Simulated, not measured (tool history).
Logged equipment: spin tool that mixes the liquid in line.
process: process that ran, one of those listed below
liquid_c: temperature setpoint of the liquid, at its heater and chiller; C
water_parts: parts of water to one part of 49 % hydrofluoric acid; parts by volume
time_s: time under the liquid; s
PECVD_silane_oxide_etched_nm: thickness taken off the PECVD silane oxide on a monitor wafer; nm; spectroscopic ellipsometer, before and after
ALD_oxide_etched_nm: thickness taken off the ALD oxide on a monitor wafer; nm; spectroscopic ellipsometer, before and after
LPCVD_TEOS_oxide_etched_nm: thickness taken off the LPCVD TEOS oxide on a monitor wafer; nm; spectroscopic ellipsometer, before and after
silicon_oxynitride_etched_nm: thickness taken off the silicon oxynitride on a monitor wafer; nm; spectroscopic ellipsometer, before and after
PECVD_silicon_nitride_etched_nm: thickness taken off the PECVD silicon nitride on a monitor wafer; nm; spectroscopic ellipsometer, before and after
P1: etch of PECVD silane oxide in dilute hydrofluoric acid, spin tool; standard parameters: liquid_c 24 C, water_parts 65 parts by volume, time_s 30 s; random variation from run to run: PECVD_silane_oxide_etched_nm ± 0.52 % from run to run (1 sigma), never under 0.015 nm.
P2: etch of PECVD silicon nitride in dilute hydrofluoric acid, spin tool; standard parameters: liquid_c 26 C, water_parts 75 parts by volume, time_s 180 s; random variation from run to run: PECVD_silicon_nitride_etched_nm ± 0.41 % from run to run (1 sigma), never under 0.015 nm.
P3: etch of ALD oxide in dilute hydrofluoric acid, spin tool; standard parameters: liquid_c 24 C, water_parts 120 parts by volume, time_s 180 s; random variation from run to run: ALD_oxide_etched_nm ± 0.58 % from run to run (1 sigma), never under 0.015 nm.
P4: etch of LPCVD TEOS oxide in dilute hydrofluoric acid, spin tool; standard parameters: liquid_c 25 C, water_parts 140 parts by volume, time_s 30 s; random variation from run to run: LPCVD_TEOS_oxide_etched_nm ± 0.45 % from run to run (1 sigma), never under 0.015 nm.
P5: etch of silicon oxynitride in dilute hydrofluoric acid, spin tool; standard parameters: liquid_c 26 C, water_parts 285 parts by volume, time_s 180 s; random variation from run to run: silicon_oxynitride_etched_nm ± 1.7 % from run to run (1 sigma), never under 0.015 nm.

| run | day | process | liquid_c | water_parts | time_s | PECVD_silane_oxide_etched_nm | ALD_oxide_etched_nm | LPCVD_TEOS_oxide_etched_nm | silicon_oxynitride_etched_nm | PECVD_silicon_nitride_etched_nm |
|---|---|---|---|---|---|---|---|---|---|---|
| 1 | 0.575 | P1 | 24 | 65 | 30 | 13.626 |  |  |  |  |
| 2 | 0.838 | P3 | 24 | 180 | 180 |  | 9.6137 |  |  |  |
| 3 | 1.104 | P1 | 27.5 | 30 | 30 | 35.76 |  |  |  |  |
| 4 | 1.671 | P4 | 25 | 40 | 30 |  |  | 34.869 |  |  |
| 5 | 2.15 | P1 | 32.5 | 65 | 30 | 19.001 |  |  |  |  |
| 6 | 2.604 | P1 | 29.5 | 20 | 30 | 59.142 |  |  |  |  |
| 7 | 2.883 | P3 | 24 | 120 | 180 |  | 15.289 |  |  |  |
| 8 | 3.3 | P1 | 24 | 65 | 30 | 13.685 |  |  |  |  |
| 9 | 3.796 | P1 | 24 | 65 | 30 | 13.572 |  |  |  |  |
| 10 | 4.379 | P1 | 24 | 65 | 30 | 13.608 |  |  |  |  |
| 11 | 4.908 | P4 | 29.5 | 140 | 30 |  |  | 10.389 |  |  |
| 12 | 5.175 | P4 | 25 | 140 | 30 |  |  | 8.7234 |  |  |
| 13 | 5.725 | P1 | 24 | 65 | 15 | 6.743 |  |  |  |  |
| 14 | 6.242 | P4 | 25 | 140 | 15 |  |  | 4.3804 |  |  |
| 15 | 6.825 | P5 | 26 | 60 | 180 |  |  |  | 8.0223 |  |
| 16 | 7.221 | P2 | 26 | 75 | 85 |  |  |  |  | 5.0914 |
| 17 | 7.479 | P2 | 26 | 130 | 180 |  |  |  |  | 6.227 |
| 18 | 7.904 | P5 | 26 | 285 | 180 |  |  |  | 1.4038 |  |
| 19 | 8.462 | P1 | 24 | 95 | 30 | 8.9748 |  |  |  |  |
| 20 | 8.775 | P1 | 24 | 65 | 30 | 13.596 |  |  |  |  |
| 21 | 9.308 | P2 | 26 | 75 | 180 |  |  |  |  | 10.795 |
| 22 | 9.896 | P1 | 24 | 65 | 55 | 25.054 |  |  |  |  |
| 23 | 10.383 | P5 | 33 | 285 | 180 |  |  |  | 1.9153 |  |
| 24 | 10.704 | P1 | 24 | 20 | 30 | 46.868 |  |  |  |  |
| 25 | 11.275 | P5 | 26 | 285 | 345 |  |  |  | 2.5616 |  |
| 26 | 11.608 | P1 | 24 | 65 | 30 | 13.567 |  |  |  |  |
| 27 | 12.062 | P2 | 22 | 75 | 180 |  |  |  |  | 8.2977 |
| 28 | 12.475 | P3 | 24 | 120 | 15 |  | 1.2562 |  |  |  |
| 29 | 13.058 | P3 | 28.5 | 120 | 180 |  | 18.076 |  |  |  |
| 30 | 13.392 | P1 | 19 | 65 | 30 | 11.073 |  |  |  |  |
| 31 | 13.875 | P4 | 25 | 140 | 30 |  |  | 8.8054 |  |  |
| 32 | 14.271 | P1 | 24 | 65 | 30 | 13.532 |  |  |  |  |
| 33 | 14.704 | P1 | 24 | 65 | 30 | 14.155 |  |  |  |  |
| 34 | 15.017 | P1 | 24 | 65 | 30 | 14.253 |  |  |  |  |
| 35 | 15.442 | P1 | 24 | 65 | 30 | 14.356 |  |  |  |  |
| 36 | 15.788 | P1 | 24 | 65 | 30 | 14.634 |  |  |  |  |
| 37 | 16.05 | P1 | 24 | 65 | 30 | 14.701 |  |  |  |  |
| 38 | 16.379 | P1 | 24 | 65 | 30 | 14.528 |  |  |  |  |
| 39 | 16.671 | P1 | 24 | 65 | 30 | 14.712 |  |  |  |  |
| 40 | 17.217 | P1 | 24 | 65 | 30 | 14.831 |  |  |  |  |
| 41 | 17.804 | P1 | 24 | 65 | 30 | 14.832 |  |  |  |  |
| 42 | 18.233 | P1 | 24 | 65 | 30 | 14.714 |  |  |  |  |

The log shows P1 creeping away from where it was. Any of the 2 causes listed here, at the size stated for it, fits the log just as well as the others:
A: liquid hotter than its thermometer reads (K) = 2.13
B: hydrofluoric acid flow above the setpoint (%) = 8.23
Creep in the process output first set in at about day 14.271.

Below are 4 check runs, each on a single wafer, with their results shown as question marks. Which of them would tell the listed causes apart, meaning the causes would give clearly different results under it?
| check 1 | 18.662 | P4 | 25 | 140 | 30 |  |  | ? |  |  |
| check 2 | 18.662 | P3 | 24 | 120 | 180 |  | ? |  |  |  |
| check 3 | 18.662 | P5 | 26 | 285 | 180 |  |  |  | ? |  |
| check 4 | 18.662 | P2 | 26 | 75 | 180 |  |  |  |  | ? |

How each check would come out, cause by cause:
| check | result | if A | if B |
|---|---|---|---|
| check 1 | LPCVD_TEOS_oxide_etched_nm | 9.5218 | 9.6321 |
| check 2 | ALD_oxide_etched_nm | 16.587 | 16.716 |
| check 3 | silicon_oxynitride_etched_nm | 1.5149 | 1.5261 |
| check 4 | PECVD_silicon_nitride_etched_nm | 12.337 | 11.613 |
Minimum pairwise separation of causes per check, each pair taken at its best-separating result: check 1 1.15 %; check 2 0.78 %; check 3 0.73 %; check 4 6.05 %
Check 4 tells the causes apart: in the others they would give nearly the same result.

Here is what check 4 returned: PECVD_silicon_nitride_etched_nm 12.323 nm. Which cause is it?

It was cause A: liquid hotter than its thermometer reads (K).
